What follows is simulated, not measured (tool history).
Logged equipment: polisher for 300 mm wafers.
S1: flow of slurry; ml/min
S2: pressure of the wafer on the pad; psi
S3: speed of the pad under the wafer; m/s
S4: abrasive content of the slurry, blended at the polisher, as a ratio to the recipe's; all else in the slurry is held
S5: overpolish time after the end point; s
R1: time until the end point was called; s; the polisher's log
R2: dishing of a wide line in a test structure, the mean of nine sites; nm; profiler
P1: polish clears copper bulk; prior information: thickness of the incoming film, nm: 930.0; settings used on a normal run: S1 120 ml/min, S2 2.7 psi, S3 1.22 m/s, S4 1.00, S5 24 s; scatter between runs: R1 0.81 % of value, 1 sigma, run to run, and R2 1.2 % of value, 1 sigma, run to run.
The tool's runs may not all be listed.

{"run": 1, "hour": 9.7, "S1": 120, "S2": 2.7, "S3": 1.22, "S4": 1.0, "S5": 24, "R1": 77.181, "R2": 81.539}
{"run": 2, "hour": 21.4, "S1": 120, "S2": 2.7, "S3": 1.22, "S4": 1.0, "S5": 24, "R1": 77.468, "R2": 83.015}
{"run": 3, "hour": 29.3, "S1": 120, "S2": 3.8, "S3": 1.68, "S4": 1.0, "S5": 24, "R1": 39.764, "R2": 96.186}
{"hour": 34.2, "done": "slurry nozzle cleaned"}
{"run": 4, "hour": 35.6, "S1": 120, "S2": 2.7, "S3": 1.22, "S4": 1.0, "S5": 11, "R1": 77.762, "R2": 63.108}
{"run": 5, "hour": 46.2, "S1": 120, "S2": 3.3, "S3": 1.66, "S4": 1.0, "S5": 24, "R1": 46.706, "R2": 90.405}
{"run": 6, "hour": 58.0, "S1": 120, "S2": 2.7, "S3": 1.22, "S4": 1.0, "S5": 47, "R1": 78.588, "R2": 86.645}
{"run": 7, "hour": 69.6, "S1": 120, "S2": 2.7, "S3": 1.76, "S4": 1.0, "S5": 24, "R1": 53.69, "R2": 85.633}
{"run": 8, "hour": 80.4, "S1": 180, "S2": 2.7, "S3": 1.22, "S4": 1.0, "S5": 24, "R1": 72.497, "R2": 84.96}
{"run": 9, "hour": 87.5, "S1": 70, "S2": 2.7, "S3": 1.22, "S4": 1.0, "S5": 24, "R1": 89.051, "R2": 79.522}
{"run": 10, "hour": 99.2, "S1": 120, "S2": 2.7, "S3": 0.76, "S4": 1.0, "S5": 24, "R1": 123.5, "R2": 72.342}
{"run": 11, "hour": 110.2, "S1": 120, "S2": 2.7, "S3": 1.22, "S4": 0.7, "S5": 24, "R1": 83.151, "R2": 80.522}
{"run": 12, "hour": 121.5, "S1": 120, "S2": 2.7, "S3": 1.22, "S4": 1.0, "S5": 24, "R1": 77.187, "R2": 83.704}
{"run": 13, "hour": 131.2, "S1": 120, "S2": 1.3, "S3": 1.22, "S4": 1.0, "S5": 24, "R1": 160.96, "R2": 56.221}
{"run": 14, "hour": 136.8, "S1": 120, "S2": 2.7, "S3": 1.22, "S4": 1.0, "S5": 24, "R1": 76.966, "R2": 81.683}
{"hour": 144.1, "done": "slurry blender recalibrated"}
{"run": 15, "hour": 148.2, "S1": 120, "S2": 2.1, "S3": 1.22, "S4": 1.35, "S5": 24, "R1": 93.295, "R2": 75.852}
{"run": 16, "hour": 158.2, "S1": 120, "S2": 3.6, "S3": 1.22, "S4": 1.0, "S5": 24, "R1": 56.767, "R2": 92.915}
{"run": 17, "hour": 167.5, "S1": 120, "S2": 2.7, "S3": 1.22, "S4": 1.0, "S5": 24, "R1": 77.45, "R2": 82.616}
{"run": 18, "hour": 173.1, "S1": 120, "S2": 2.7, "S3": 1.22, "S4": 1.45, "S5": 24, "R1": 70.979, "R2": 84.411}
{"run": 19, "hour": 184.3, "S1": 120, "S2": 2.7, "S3": 1.22, "S4": 1.0, "S5": 24, "R1": 76.439, "R2": 83.844}
{"run": 20, "hour": 193.5, "S1": 120, "S2": 2.7, "S3": 1.22, "S4": 1.0, "S5": 24, "R1": 80.428, "R2": 80.915}
{"run": 21, "hour": 202.6, "S1": 120, "S2": 2.7, "S3": 1.22, "S4": 1.0, "S5": 24, "R1": 81.867, "R2": 81.131}
{"run": 22, "hour": 210.6, "S1": 120, "S2": 2.7, "S3": 1.22, "S4": 1.0, "S5": 24, "R1": 82.05, "R2": 80.602}
{"hour": 214.1, "done": "slurry blender recalibrated"}
{"run": 23, "hour": 218.5, "S1": 120, "S2": 2.7, "S3": 1.22, "S4": 1.0, "S5": 24, "R1": 85.069, "R2": 79.593}

Run 24 comes next. What will it give?
{"hour": 224.2, "done": "head pressure recalibrated"}
{"run": 24, "hour": 228.9, "S1": 120, "S2": 2.7, "S3": 1.22, "S4": 1.0, "S5": 24, "R1": "?", "R2": "?"}

{"run 24": {"R1": 84.881, "R2": 82.128}}

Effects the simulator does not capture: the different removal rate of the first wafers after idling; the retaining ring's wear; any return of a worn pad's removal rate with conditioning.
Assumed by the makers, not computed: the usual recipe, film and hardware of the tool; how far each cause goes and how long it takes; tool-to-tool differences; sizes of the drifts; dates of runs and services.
